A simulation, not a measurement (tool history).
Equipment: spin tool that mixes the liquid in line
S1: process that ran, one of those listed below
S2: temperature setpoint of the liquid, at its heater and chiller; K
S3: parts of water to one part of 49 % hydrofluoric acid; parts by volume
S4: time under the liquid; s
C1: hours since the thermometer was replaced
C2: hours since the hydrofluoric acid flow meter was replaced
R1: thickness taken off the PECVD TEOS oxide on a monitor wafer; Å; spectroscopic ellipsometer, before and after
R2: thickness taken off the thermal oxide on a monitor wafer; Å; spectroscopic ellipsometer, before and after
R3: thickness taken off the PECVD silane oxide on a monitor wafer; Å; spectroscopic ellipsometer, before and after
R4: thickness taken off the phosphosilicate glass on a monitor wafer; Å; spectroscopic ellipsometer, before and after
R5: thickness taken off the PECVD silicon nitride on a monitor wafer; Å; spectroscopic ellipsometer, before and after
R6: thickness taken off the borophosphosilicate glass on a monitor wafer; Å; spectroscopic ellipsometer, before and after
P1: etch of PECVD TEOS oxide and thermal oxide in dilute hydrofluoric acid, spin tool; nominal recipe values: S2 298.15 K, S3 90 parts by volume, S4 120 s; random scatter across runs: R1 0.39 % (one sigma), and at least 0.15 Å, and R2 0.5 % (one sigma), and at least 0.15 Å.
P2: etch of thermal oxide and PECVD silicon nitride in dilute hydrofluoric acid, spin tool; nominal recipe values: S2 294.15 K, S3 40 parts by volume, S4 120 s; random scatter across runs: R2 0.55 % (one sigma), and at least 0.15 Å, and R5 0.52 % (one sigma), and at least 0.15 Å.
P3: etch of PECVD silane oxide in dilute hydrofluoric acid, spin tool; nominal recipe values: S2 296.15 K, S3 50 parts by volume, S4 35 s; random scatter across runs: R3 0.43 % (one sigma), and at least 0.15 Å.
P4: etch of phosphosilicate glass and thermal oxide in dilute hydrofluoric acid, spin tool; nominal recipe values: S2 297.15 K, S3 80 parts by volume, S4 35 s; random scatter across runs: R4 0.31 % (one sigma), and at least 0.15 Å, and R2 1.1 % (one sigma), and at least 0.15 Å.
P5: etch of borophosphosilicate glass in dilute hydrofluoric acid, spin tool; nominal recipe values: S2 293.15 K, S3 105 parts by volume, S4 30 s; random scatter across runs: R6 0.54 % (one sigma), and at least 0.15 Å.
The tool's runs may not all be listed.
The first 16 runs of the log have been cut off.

| run | hour | S1 | S2 | S3 | S4 | C1 | C2 | R1 | R2 | R3 | R4 | R5 | R6 |
|---|---|---|---|---|---|---|---|---|---|---|---|---|---|
| 17 | 186.0 | P4 | 297.15 | 80 | 35 | 774.7 | 1017.2 |  | 21.2190 |  | 469.25 |  |  |
| 18 | 199.0 | P2 | 294.15 | 40 | 120 | 787.7 | 1030.2 |  | 131.2400 |  |  | 79.1070 |  |
| 19 | 210.0 | P2 | 290.15 | 40 | 120 | 798.7 | 1041.2 |  | 110.3300 |  |  | 60.3760 |  |
| 20 | 220.6 | P1 | 298.15 | 90 | 120 | 809.3 | 1051.8 | 327.430 | 65.0080 |  |  |  |  |
| 21 | 229.4 | P3 | 304.15 | 50 | 35 | 818.1 | 1060.6 |  |  | 279.110 |  |  |  |
| 22 | 244.5 | P1 | 298.15 | 55 | 120 | 833.2 | 1075.7 | 566.470 | 110.3400 |  |  |  |  |
| 23 | 252.4 | P1 | 298.15 | 90 | 15 | 841.1 | 1083.6 | 41.073 | 7.9661 |  |  |  |  |
| 24 | 265.4 | P5 | 293.15 | 105 | 30 | 854.1 | 1096.6 |  |  |  |  |  | 114.58 |
| 25 | 272.7 | P5 | 300.65 | 105 | 30 | 861.4 | 1103.9 |  |  |  |  |  | 155.13 |
| 26 | 283.0 | P3 | 296.15 | 50 | 15 | 871.7 | 1114.2 |  |  | 86.627 |  |  |  |
| 27 | 295.8 | P1 | 305.15 | 125 | 120 | 884.5 | 1127.0 | 294.650 | 57.8680 |  |  |  |  |
| 28 | 309.6 | P1 | 303.65 | 55 | 120 | 898.3 | 1140.8 | 702.090 | 138.4200 |  |  |  |  |
| 29 | 326.0 | P4 | 297.15 | 80 | 60 | 914.7 | 1157.2 |  | 35.9100 |  | 809.10 |  |  |
| 30 | 333.5 | P1 | 298.15 | 90 | 120 | 922.2 | 1164.7 | 328.130 | 65.1930 |  |  |  |  |
| 31 | 348.1 | P1 | 298.15 | 90 | 225 | 936.8 | 1179.3 | 620.080 | 120.1500 |  |  |  |  |
| 32 | 362.5 | P1 | 298.15 | 145 | 120 | 951.2 | 1193.7 | 191.650 | 37.7260 |  |  |  |  |
| 33 | 378.2 | P1 | 298.15 | 90 | 120 | 966.9 | 1209.4 | 328.060 | 63.9460 |  |  |  |  |

The next listed run, before its measurement:
| 34 | 391.8 | P1 | 298.15 | 90 | 120 | 980.5 | 1223.0 | ? | ? |  |  |  |  |

For run 34 the tool returned R1 328.820 Å, R2 64.9880 Å.
